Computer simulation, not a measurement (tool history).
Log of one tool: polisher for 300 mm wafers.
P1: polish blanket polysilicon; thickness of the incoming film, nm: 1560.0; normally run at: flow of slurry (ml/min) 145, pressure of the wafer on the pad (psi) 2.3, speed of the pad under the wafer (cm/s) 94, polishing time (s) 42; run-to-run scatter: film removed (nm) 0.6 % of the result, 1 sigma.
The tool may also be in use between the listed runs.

run,hour,flow of slurry (ml/min),pressure of the wafer on the pad (psi),speed of the pad under the wafer (cm/s),polishing time (s),film removed (nm)
1,4.6,145,2.3,94,42,226.39
2,12,145,2.3,94,42,225.01
3,17.3,210,2.3,94,42,237.26
4,23.1,185,2.8,94,42,287.58
5,32.5,145,2.3,42,42,101.07
6,38.5,145,1.1,94,42,107.32
7,46.6,145,2.3,94,27,144.49
8,54.7,85,2.3,94,42,197.57
# hour 57.2: worn pad replaced by a new one
9,62.9,145,2.3,94,42,224.14
10,72,145,2.3,94,42,225.7
11,78.3,145,2.3,94,66,356.52
12,87.8,145,3.4,94,42,332.4
13,94.7,145,2.3,126,42,303.19
14,101.4,145,2.3,94,42,224.81
15,109.9,145,2.3,94,42,218.88
16,114.5,145,2.3,94,42,215.2
17,120.5,145,2.3,94,42,213.91
18,126.6,145,2.3,94,42,210.24
19,132.1,145,2.3,94,42,209.13
20,142.3,145,2.3,94,42,208.62
# hour 148.2: worn pad replaced by a new one
21,150.6,145,2.3,94,42,207.99

Forecast run 22:
22,155.2,145,2.3,94,42,?

{"run 22": {"film removed (nm)": 205.21}}
